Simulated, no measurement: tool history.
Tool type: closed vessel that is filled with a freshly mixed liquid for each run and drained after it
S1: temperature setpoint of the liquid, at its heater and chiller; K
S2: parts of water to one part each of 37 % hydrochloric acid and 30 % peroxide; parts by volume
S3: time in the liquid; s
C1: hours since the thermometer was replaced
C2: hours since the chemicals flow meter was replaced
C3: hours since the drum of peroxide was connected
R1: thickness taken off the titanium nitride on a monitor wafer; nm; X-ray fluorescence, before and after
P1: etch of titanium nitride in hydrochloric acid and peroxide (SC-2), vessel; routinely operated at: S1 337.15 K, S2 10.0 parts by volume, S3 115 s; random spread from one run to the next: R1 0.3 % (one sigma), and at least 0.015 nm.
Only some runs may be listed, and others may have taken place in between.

run 1 hour=8.7 | S1=337.15 S2=10.0 S3=115 | C1=1959.1 C2=268.6 C3=164.3 | R1=12.0330
run 2 hour=21.1 | S1=337.15 S2=10.0 S3=115 | C1=1971.5 C2=281.0 C3=176.7 | R1=12.0650
run 3 hour=33.4 | S1=337.15 S2=10.0 S3=115 | C1=1983.8 C2=293.3 C3=189.0 | R1=11.9960
run 4 hour=49.8 | S1=337.15 S2=15.0 S3=50 | C1=2000.2 C2=309.7 C3=205.4 | R1=3.6569
run 5 hour=58.7 | S1=337.15 S2=10.0 S3=170 | C1=2009.1 C2=318.6 C3=214.3 | R1=17.7330
run 6 hour=70.9 | S1=344.65 S2=10.0 S3=30 | C1=2021.3 C2=330.8 C3=226.5 | R1=4.9064
run 7 hour=83.0 | S1=337.15 S2=4.0 S3=115 | C1=2033.4 C2=342.9 C3=238.6 | R1=24.0180
run 8 hour=91.4 | S1=337.15 S2=10.0 S3=30 | C1=2041.8 C2=351.3 C3=247.0 | R1=3.1470
run 9 hour=100.4 | S1=337.15 S2=10.0 S3=115 | C1=2050.8 C2=360.3 C3=256.0 | R1=11.9900
run 10 hour=111.5 | S1=337.15 S2=4.0 S3=45 | C1=2061.9 C2=371.4 C3=267.1 | R1=9.4279
run 11 hour=127.4 | S1=345.15 S2=10.0 S3=115 | C1=2077.8 C2=387.3 C3=283.0 | R1=19.3380
run 12 hour=137.2 | S1=337.15 S2=10.0 S3=115 | C1=2087.6 C2=397.1 C3=292.8 | R1=12.0310
run 13 hour=149.0 | S1=326.15 S2=10.0 S3=115 | C1=2099.4 C2=408.9 C3=304.6 | R1=6.0067
run 14 hour=160.1 | S1=337.15 S2=10.0 S3=115 | C1=2110.5 C2=420.0 C3=315.7 | R1=12.0560
-- hour=170.2 new drum of peroxide connected
run 15 hour=176.3 | S1=337.15 S2=15.5 S3=115 | C1=2126.7 C2=436.2 C3=6.2 | R1=8.2188
run 16 hour=193.6 | S1=337.15 S2=10.0 S3=115 | C1=2144.0 C2=453.5 C3=23.5 | R1=12.0640
run 17 hour=202.1 | S1=337.15 S2=10.0 S3=115 | C1=2152.5 C2=462.0 C3=32.0 | R1=11.5580
run 18 hour=219.9 | S1=337.15 S2=10.0 S3=115 | C1=2170.3 C2=479.8 C3=49.8 | R1=11.1250
run 19 hour=235.7 | S1=337.15 S2=10.0 S3=115 | C1=2186.1 C2=495.6 C3=65.6 | R1=10.9880
-- hour=243.2 new drum of peroxide connected
run 20 hour=250.7 | S1=337.15 S2=10.0 S3=115 | C1=2201.1 C2=510.6 C3=7.5 | R1=10.9140
run 21 hour=260.4 | S1=337.15 S2=10.0 S3=115 | C1=2210.8 C2=520.3 C3=17.2 | R1=10.8870
run 22 hour=270.2 | S1=337.15 S2=10.0 S3=115 | C1=2220.6 C2=530.1 C3=27.0 | R1=10.8440

Something has made what P1 gives creep away from where it was; the 2 causes below, each at its own stated size, fit the log equally well:
A: chemicals flow below the setpoint (%) = 11.2
B: liquid colder than its thermometer reads (K) = 1.63
Onset of the creep was near hour 193.6.
Other possible causes, and why each is ruled out:
peroxide weaker than its label (%): serviced after onset, at hour 243.2, with no recovery of the prior output

Which of the 4 check runs listed below separates the causes, so that each cause would produce a clearly different result? Each run uses one wafer, and its results are marked with question marks.
run check 1 hour=280.0 | S1=337.15 S2=7.0 S3=30 | R1=?
run check 2 hour=280.0 | S1=344.15 S2=10.0 S3=160 | R1=?
run check 3 hour=280.0 | S1=326.65 S2=4.0 S3=115 | R1=?
run check 4 hour=280.0 | S1=344.15 S2=10.0 S3=115 | R1=?

Predicted outcomes, by check and by cause:
check=check_1 result=R1 if_A=3.8050 if_B=3.7795
check=check_2 result=R1 if_A=23.0190 if_B=23.1030
check=check_3 result=R1 if_A=11.4100 if_B=11.1160
check=check_4 result=R1 if_A=16.5450 if_B=16.6060
Per-check spread between the two closest causes, in the result where they differ most: check 1 0.67 %; check 2 0.36 %; check 3 2.61 %; check 4 0.36 %
Check 3 distinguishes between the causes, while the remaining checks would return nearly the same result for all of them.

Running check 3 produced the following: R1 11.0370 nm. Which one of the listed causes fits?

The cause is B: liquid colder than its thermometer reads (K).
